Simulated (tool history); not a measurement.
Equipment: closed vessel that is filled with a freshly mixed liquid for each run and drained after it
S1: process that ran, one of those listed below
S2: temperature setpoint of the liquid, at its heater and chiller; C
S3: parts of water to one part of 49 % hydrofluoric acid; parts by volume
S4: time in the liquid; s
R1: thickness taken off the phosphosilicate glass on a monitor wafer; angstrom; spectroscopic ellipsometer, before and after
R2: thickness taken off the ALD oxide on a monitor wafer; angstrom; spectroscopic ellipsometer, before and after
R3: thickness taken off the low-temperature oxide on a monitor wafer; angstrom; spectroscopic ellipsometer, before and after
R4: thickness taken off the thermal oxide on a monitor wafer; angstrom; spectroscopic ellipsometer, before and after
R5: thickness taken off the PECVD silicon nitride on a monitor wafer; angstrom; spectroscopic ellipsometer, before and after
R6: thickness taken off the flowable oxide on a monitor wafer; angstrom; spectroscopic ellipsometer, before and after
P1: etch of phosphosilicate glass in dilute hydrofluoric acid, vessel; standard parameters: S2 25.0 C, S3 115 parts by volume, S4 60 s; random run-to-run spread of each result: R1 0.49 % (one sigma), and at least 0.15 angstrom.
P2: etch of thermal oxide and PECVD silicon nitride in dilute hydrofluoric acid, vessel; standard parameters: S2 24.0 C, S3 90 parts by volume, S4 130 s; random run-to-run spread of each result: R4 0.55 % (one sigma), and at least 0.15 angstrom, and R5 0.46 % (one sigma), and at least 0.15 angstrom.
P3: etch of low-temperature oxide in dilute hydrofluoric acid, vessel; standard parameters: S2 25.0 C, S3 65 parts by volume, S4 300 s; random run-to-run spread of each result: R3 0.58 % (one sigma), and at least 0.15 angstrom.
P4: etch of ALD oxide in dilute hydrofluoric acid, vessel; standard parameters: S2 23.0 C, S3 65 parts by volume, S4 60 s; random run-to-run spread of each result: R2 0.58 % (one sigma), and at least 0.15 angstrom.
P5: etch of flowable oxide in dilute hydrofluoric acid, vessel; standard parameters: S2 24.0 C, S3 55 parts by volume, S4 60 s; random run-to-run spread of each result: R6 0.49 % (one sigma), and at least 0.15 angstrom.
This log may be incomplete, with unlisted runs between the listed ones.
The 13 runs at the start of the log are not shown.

run	hour	S1	S2	S3	S4	R1	R2	R3	R4	R5	R6
14	187.9	P2	24.0	25	130				280.630	149.130	
15	200.3	P1	25.0	115	60	313.39					
16	215.3	P2	31.5	90	130				94.551	69.031	
17	224.5	P1	19.0	115	60	248.88					
18	232.9	P2	24.0	90	190				102.800	61.919	
19	243.2	P4	23.0	25	60		677.80				
20	258.5	P4	17.0	65	60		193.45				
21	273.5	P1	25.0	165	60	205.82					
22	292.3	P1	25.0	35	60	1156.90					
23	303.5	P2	24.0	90	130				71.262	42.811	
24	316.8	P4	23.0	65	115		474.53				
25	334.1	P5	24.0	55	60						526.32
26	344.4	P1	31.0	200	60	203.85					
# hour 358.9: thermometer replaced
27	361.0	P5	24.0	20	60						1529.60
28	376.5	P1	25.0	115	60	314.47					
29	390.1	P3	25.0	100	300			336.31			
30	404.6	P1	32.5	115	30	208.93					
31	420.5	P4	23.0	65	60		249.94				

For run 32, what comes out?
32	438.4	P1	31.5	115	60	?					

Run 32 produced R1 401.88 angstrom.

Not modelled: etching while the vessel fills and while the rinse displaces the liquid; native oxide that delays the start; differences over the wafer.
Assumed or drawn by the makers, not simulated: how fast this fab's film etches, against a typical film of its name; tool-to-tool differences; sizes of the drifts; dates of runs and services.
